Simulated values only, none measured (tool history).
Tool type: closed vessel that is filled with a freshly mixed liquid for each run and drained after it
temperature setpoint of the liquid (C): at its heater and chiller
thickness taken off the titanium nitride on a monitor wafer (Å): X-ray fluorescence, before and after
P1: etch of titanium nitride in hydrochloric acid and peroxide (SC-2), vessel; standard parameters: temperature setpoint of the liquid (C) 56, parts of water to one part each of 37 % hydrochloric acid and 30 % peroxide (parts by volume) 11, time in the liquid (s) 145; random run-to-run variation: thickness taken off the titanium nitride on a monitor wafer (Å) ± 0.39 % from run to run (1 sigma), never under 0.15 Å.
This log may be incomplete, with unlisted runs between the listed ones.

run	hour	temperature setpoint of the liquid (C)	parts of water to one part each of 37 % hydrochloric acid and 30 % peroxide (parts by volume)	time in the liquid (s)	thickness taken off the titanium nitride on a monitor wafer (Å)
1	9.6	56	11	145	72.204
2	19.7	56	15.5	85	31.19
3	33.7	56	17	145	49.445
4	50.2	56	11	145	72.436
5	61.4	56	11	65	32.584
6	79	56	11	270	135.03
7	87.7	56	11	145	72.491
8	96.6	67	11	145	143.41
9	104.8	56	4	145	157.63
10	117.6	42.5	11	145	29.362
11	127.7	56	11	145	72.815
12	138.5	56	11	145	72.044
13	151.5	56	11	145	72.183
14	166.3	56	11	145	68.903
15	182.2	56	11	145	67.625
16	194.2	56	11	145	66.603
17	204.3	56	11	145	65.829
# hour 213.9: new drum of peroxide connected
18	215.9	56	11	145	65.84
19	232.5	56	11	145	65.139

What will run 20 give?
20	244.8	56	11	145	?

Run 20 measured thickness taken off the titanium nitride on a monitor wafer (Å) 65.346.
